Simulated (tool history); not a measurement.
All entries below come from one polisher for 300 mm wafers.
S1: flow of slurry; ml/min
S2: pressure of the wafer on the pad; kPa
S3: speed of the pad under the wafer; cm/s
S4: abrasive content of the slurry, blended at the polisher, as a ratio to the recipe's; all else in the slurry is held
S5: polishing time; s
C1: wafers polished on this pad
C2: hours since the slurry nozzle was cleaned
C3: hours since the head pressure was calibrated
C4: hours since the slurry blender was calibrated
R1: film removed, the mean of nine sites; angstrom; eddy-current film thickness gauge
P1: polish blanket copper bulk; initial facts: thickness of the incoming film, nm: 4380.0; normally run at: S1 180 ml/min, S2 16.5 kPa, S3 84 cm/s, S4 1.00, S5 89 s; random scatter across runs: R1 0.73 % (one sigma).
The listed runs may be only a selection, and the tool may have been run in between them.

| run | hour | S1 | S2 | S3 | S4 | S5 | C1 | C2 | C3 | C4 | R1 |
|---|---|---|---|---|---|---|---|---|---|---|---|
| 1 | 15.2 | 180 | 16.5 | 84 | 1.00 | 89 | 435 | 213.0 | 540.9 | 66.8 | 5475.3 |
| 2 | 27.8 | 180 | 16.5 | 126 | 1.00 | 89 | 596 | 225.6 | 553.5 | 79.4 | 8354.3 |
| 3 | 45.2 | 180 | 16.5 | 84 | 1.00 | 123 | 818 | 243.0 | 570.9 | 96.8 | 7625.4 |
| 4 | 58.6 | 180 | 16.5 | 84 | 0.60 | 132 | 989 | 256.4 | 584.3 | 110.2 | 7291.1 |
|  | 66.9 | slurry blender recalibrated |
| 5 | 75.6 | 180 | 16.5 | 84 | 1.00 | 40 | 1206 | 273.4 | 601.3 | 8.7 | 2481.4 |
| 6 | 85.4 | 180 | 16.5 | 84 | 1.00 | 89 | 1332 | 283.2 | 611.1 | 18.5 | 5540.7 |
|  | 88.5 | head pressure recalibrated |
| 7 | 100.6 | 275 | 16.5 | 84 | 1.00 | 89 | 1526 | 298.4 | 12.1 | 33.7 | 5812.1 |
| 8 | 112.0 | 180 | 11.0 | 84 | 1.00 | 89 | 1671 | 309.8 | 23.5 | 45.1 | 3707.6 |
| 9 | 127.9 | 180 | 16.5 | 84 | 1.00 | 89 | 1874 | 325.7 | 39.4 | 61.0 | 5494.1 |
| 10 | 146.4 | 180 | 16.5 | 84 | 0.65 | 89 | 2111 | 344.2 | 57.9 | 79.5 | 5070.8 |
| 11 | 162.0 | 180 | 16.5 | 126 | 0.75 | 89 | 2310 | 359.8 | 73.5 | 95.1 | 7857.6 |
| 12 | 174.3 | 180 | 16.5 | 56 | 1.00 | 89 | 2467 | 372.1 | 85.8 | 107.4 | 3675.8 |
| 13 | 184.6 | 110 | 16.5 | 84 | 1.00 | 89 | 2598 | 382.4 | 96.1 | 117.7 | 5076.3 |
| 14 | 201.2 | 180 | 16.5 | 84 | 1.00 | 89 | 2810 | 399.0 | 112.7 | 134.3 | 5540.8 |
| 15 | 219.1 | 180 | 16.5 | 84 | 1.40 | 89 | 3039 | 416.9 | 130.6 | 152.2 | 5918.3 |
| 16 | 233.8 | 180 | 25.5 | 84 | 1.00 | 89 | 3227 | 431.6 | 145.3 | 166.9 | 8600.4 |
| 17 | 241.9 | 180 | 16.5 | 84 | 1.00 | 89 | 3330 | 439.7 | 153.4 | 175.0 | 5582.3 |
| 18 | 250.1 | 180 | 16.5 | 84 | 1.00 | 89 | 3435 | 447.9 | 161.6 | 183.2 | 5448.0 |
| 19 | 264.3 | 180 | 16.5 | 84 | 1.00 | 89 | 3616 | 462.1 | 175.8 | 197.4 | 5264.8 |
| 20 | 282.9 | 180 | 16.5 | 84 | 1.00 | 89 | 3854 | 480.7 | 194.4 | 216.0 | 5162.3 |
|  | 291.1 | worn pad replaced by a new one |
|  | 292.3 | slurry blender recalibrated |
| 21 | 297.5 | 180 | 16.5 | 84 | 1.00 | 89 | 82 | 495.3 | 209.0 | 5.2 | 5125.3 |
| 22 | 310.9 | 180 | 16.5 | 84 | 1.00 | 89 | 253 | 508.7 | 222.4 | 18.6 | 5096.2 |
| 23 | 329.3 | 180 | 16.5 | 84 | 1.00 | 89 | 488 | 527.1 | 240.8 | 37.0 | 5067.7 |
| 24 | 339.9 | 180 | 16.5 | 84 | 1.00 | 89 | 623 | 537.7 | 251.4 | 47.6 | 5057.6 |
| 25 | 356.7 | 180 | 16.5 | 84 | 1.00 | 89 | 838 | 554.5 | 268.2 | 64.4 | 5036.0 |
| 26 | 371.4 | 180 | 16.5 | 84 | 1.00 | 89 | 1025 | 569.2 | 282.9 | 79.1 | 4989.1 |

Compared with where it was, what P1 gives has crept away. Each cause listed below fits the log as well as the rest, at the size given for it:
A: slurry flow missing at the pad, % = 39.2
B: head's pressure below its setpoint, % = 8.81
The onset of the drift is placed at about hour 241.9.
Other possible causes, and why each is ruled out:
removal rate lost through wear of the pad, %: work on it at hour 291.1, done after the drift set in, did not restore what the process gave before
abrasive missing from the slurry, %: work on it at hour 292.3, done after the drift set in, did not restore what the process gave before

Which of the 4 check runs listed below, each an average over 5 wafers with its results shown as question marks, gives clearly different results under the different listed causes?
| check 1 | 386.1 | 180 | 13.1 | 84 | 1.00 | 89 |  |  |  |  | ? |
| check 2 | 386.1 | 255 | 22.8 | 84 | 1.00 | 89 |  |  |  |  | ? |
| check 3 | 386.1 | 180 | 16.5 | 112 | 1.00 | 89 |  |  |  |  | ? |
| check 4 | 386.1 | 180 | 16.5 | 84 | 0.65 | 50 |  |  |  |  | ? |

What each check would give under each cause:
| check | result | if A | if B |
|---|---|---|---|
| check 1 | R1 | 3996.5 | 3996.6 |
| check 2 | R1 | 7436.1 | 7249.2 |
| check 3 | R1 | 6730.9 | 6731.1 |
| check 4 | R1 | 2592.2 | 2592.3 |
Separation of the two closest causes in each check, using whichever result separates them best: check 1 0 %; check 2 2.55 %; check 3 0 %; check 4 0 %
Of the check runs offered, only check 2 discriminates between the causes; the rest would read about the same regardless of which cause applies.

With check 2 done, the readings were: R1 7225.4 angstrom. Identify which of the listed causes applies.

Of the candidate causes, it is B: head's pressure below its setpoint, %.
